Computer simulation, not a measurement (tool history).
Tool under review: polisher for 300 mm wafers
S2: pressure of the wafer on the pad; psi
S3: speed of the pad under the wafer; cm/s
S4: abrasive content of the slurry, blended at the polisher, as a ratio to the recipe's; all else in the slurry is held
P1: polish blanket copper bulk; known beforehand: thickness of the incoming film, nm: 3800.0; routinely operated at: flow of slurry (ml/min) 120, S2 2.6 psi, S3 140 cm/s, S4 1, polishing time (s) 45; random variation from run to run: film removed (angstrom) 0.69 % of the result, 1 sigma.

{"run": 1, "hour": 11.6, "flow of slurry (ml/min)": 120, "S2": 2.6, "S3": 140, "S4": 1, "polishing time (s)": 45, "film removed (angstrom)": 6032}
{"run": 2, "hour": 21.5, "flow of slurry (ml/min)": 120, "S2": 2.6, "S3": 140, "S4": 1, "polishing time (s)": 45, "film removed (angstrom)": 6016}
{"run": 3, "hour": 32.4, "flow of slurry (ml/min)": 120, "S2": 3.3, "S3": 140, "S4": 1, "polishing time (s)": 45, "film removed (angstrom)": 7791.5}
{"run": 4, "hour": 43.5, "flow of slurry (ml/min)": 120, "S2": 2.6, "S3": 140, "S4": 1, "polishing time (s)": 45, "film removed (angstrom)": 6105.7}
{"run": 5, "hour": 51.1, "flow of slurry (ml/min)": 120, "S2": 3.5, "S3": 140, "S4": 1.45, "polishing time (s)": 45, "film removed (angstrom)": 8928.9}
{"run": 6, "hour": 64.7, "flow of slurry (ml/min)": 120, "S2": 2.6, "S3": 140, "S4": 1, "polishing time (s)": 45, "film removed (angstrom)": 6060.4}
{"run": 7, "hour": 73.3, "flow of slurry (ml/min)": 120, "S2": 2.6, "S3": 140, "S4": 1.45, "polishing time (s)": 45, "film removed (angstrom)": 6653.2}
{"run": 8, "hour": 79.8, "flow of slurry (ml/min)": 70, "S2": 2.6, "S3": 140, "S4": 1, "polishing time (s)": 45, "film removed (angstrom)": 5234.3}
{"run": 9, "hour": 92.6, "flow of slurry (ml/min)": 120, "S2": 2.6, "S3": 140, "S4": 1, "polishing time (s)": 21, "film removed (angstrom)": 2847.6}
{"run": 10, "hour": 102.0, "flow of slurry (ml/min)": 120, "S2": 2.6, "S3": 202, "S4": 1, "polishing time (s)": 45, "film removed (angstrom)": 8678.7}
{"run": 11, "hour": 113.6, "flow of slurry (ml/min)": 120, "S2": 2.6, "S3": 140, "S4": 1, "polishing time (s)": 65, "film removed (angstrom)": 8708}
{"run": 12, "hour": 125.6, "flow of slurry (ml/min)": 155, "S2": 2.6, "S3": 140, "S4": 1, "polishing time (s)": 45, "film removed (angstrom)": 6359.3}
{"run": 13, "hour": 133.1, "flow of slurry (ml/min)": 120, "S2": 2.6, "S3": 66, "S4": 1, "polishing time (s)": 45, "film removed (angstrom)": 2839.2}
{"run": 14, "hour": 141.5, "flow of slurry (ml/min)": 120, "S2": 2.6, "S3": 140, "S4": 0.5, "polishing time (s)": 45, "film removed (angstrom)": 5214.5}
{"run": 15, "hour": 148.8, "flow of slurry (ml/min)": 120, "S2": 1.4, "S3": 140, "S4": 1, "polishing time (s)": 45, "film removed (angstrom)": 3306.2}
{"run": 16, "hour": 158.5, "flow of slurry (ml/min)": 120, "S2": 2.6, "S3": 140, "S4": 1, "polishing time (s)": 45, "film removed (angstrom)": 6039.7}
{"run": 17, "hour": 167.3, "flow of slurry (ml/min)": 120, "S2": 2.6, "S3": 140, "S4": 1, "polishing time (s)": 45, "film removed (angstrom)": 5904.1}
{"run": 18, "hour": 178.6, "flow of slurry (ml/min)": 120, "S2": 2.6, "S3": 140, "S4": 1, "polishing time (s)": 45, "film removed (angstrom)": 5796.3}
{"run": 19, "hour": 190.1, "flow of slurry (ml/min)": 120, "S2": 2.6, "S3": 140, "S4": 1, "polishing time (s)": 45, "film removed (angstrom)": 5646.9}
{"hour": 196.2, "done": "worn pad replaced by a new one"}
{"run": 20, "hour": 201.1, "flow of slurry (ml/min)": 120, "S2": 2.6, "S3": 140, "S4": 1, "polishing time (s)": 45, "film removed (angstrom)": 5672.9}
{"run": 21, "hour": 210.5, "flow of slurry (ml/min)": 120, "S2": 2.6, "S3": 140, "S4": 1, "polishing time (s)": 45, "film removed (angstrom)": 5629}
{"run": 22, "hour": 218.6, "flow of slurry (ml/min)": 120, "S2": 2.6, "S3": 140, "S4": 1, "polishing time (s)": 45, "film removed (angstrom)": 5603}
{"hour": 222.2, "done": "slurry blender recalibrated"}
{"run": 23, "hour": 229.9, "flow of slurry (ml/min)": 120, "S2": 2.6, "S3": 140, "S4": 1, "polishing time (s)": 45, "film removed (angstrom)": 5494.4}
{"run": 24, "hour": 243.1, "flow of slurry (ml/min)": 120, "S2": 2.6, "S3": 140, "S4": 1, "polishing time (s)": 45, "film removed (angstrom)": 5492.7}
{"run": 25, "hour": 253.7, "flow of slurry (ml/min)": 120, "S2": 2.6, "S3": 140, "S4": 1, "polishing time (s)": 45, "film removed (angstrom)": 5474}
{"run": 26, "hour": 264.2, "flow of slurry (ml/min)": 120, "S2": 2.6, "S3": 140, "S4": 1, "polishing time (s)": 45, "film removed (angstrom)": 5544.9}

Compared with where it was, what P1 gives has crept away. Each cause listed below fits the log as well as the rest, at the size given for it:
A: head's pressure below its setpoint, % = 8.73
B: slurry flow missing at the pad, % = 30.7
Onset of the creep was near hour 158.5.
Every other cause this tool's parts could produce, and why it does not fit the log:
removal rate lost through wear of the pad, %: serviced at hour 196.2, which brought nothing back
abrasive missing from the slurry, %: serviced at hour 222.2, which brought nothing back

You are offered 4 check runs, listed below with question marks in place of their results; each one averages 5 wafers. Which run separates the listed causes by giving clearly different results for each?
{"run": "check 1", "hour": 274.7, "flow of slurry (ml/min)": 90, "S2": 2.6, "S3": 112, "S4": 1, "polishing time (s)": 45, "film removed (angstrom)": "?"}
{"run": "check 2", "hour": 274.7, "flow of slurry (ml/min)": 120, "S2": 2.6, "S3": 168, "S4": 1, "polishing time (s)": 45, "film removed (angstrom)": "?"}
{"run": "check 3", "hour": 274.7, "flow of slurry (ml/min)": 120, "S2": 1.7, "S3": 140, "S4": 1, "polishing time (s)": 45, "film removed (angstrom)": "?"}
{"run": "check 4", "hour": 274.7, "flow of slurry (ml/min)": 120, "S2": 2.6, "S3": 140, "S4": 0.75, "polishing time (s)": 45, "film removed (angstrom)": "?"}

If the cause were each of the candidates in turn, the checks would give the following:
check=check_1 result=film_removed_(angstrom) if_A=4133.7 if_B=4028.2
check=check_2 result=film_removed_(angstrom) if_A=6644.8 if_B=6643.9
check=check_3 result=film_removed_(angstrom) if_A=3620.5 if_B=3620.1
check=check_4 result=film_removed_(angstrom) if_A=5211.8 if_B=5211.2
Separation of the two closest causes in each check, using whichever result separates them best: check 1 2.58 %; check 2 0.01 %; check 3 0.01 %; check 4 0.01 %
Check 1 tells the causes apart: in the others they would give nearly the same result.

The results of check 1 are: film removed (angstrom) 4125.2. Based on these, which of the listed causes is it?

Of the candidate causes, it is A: head's pressure below its setpoint, %.
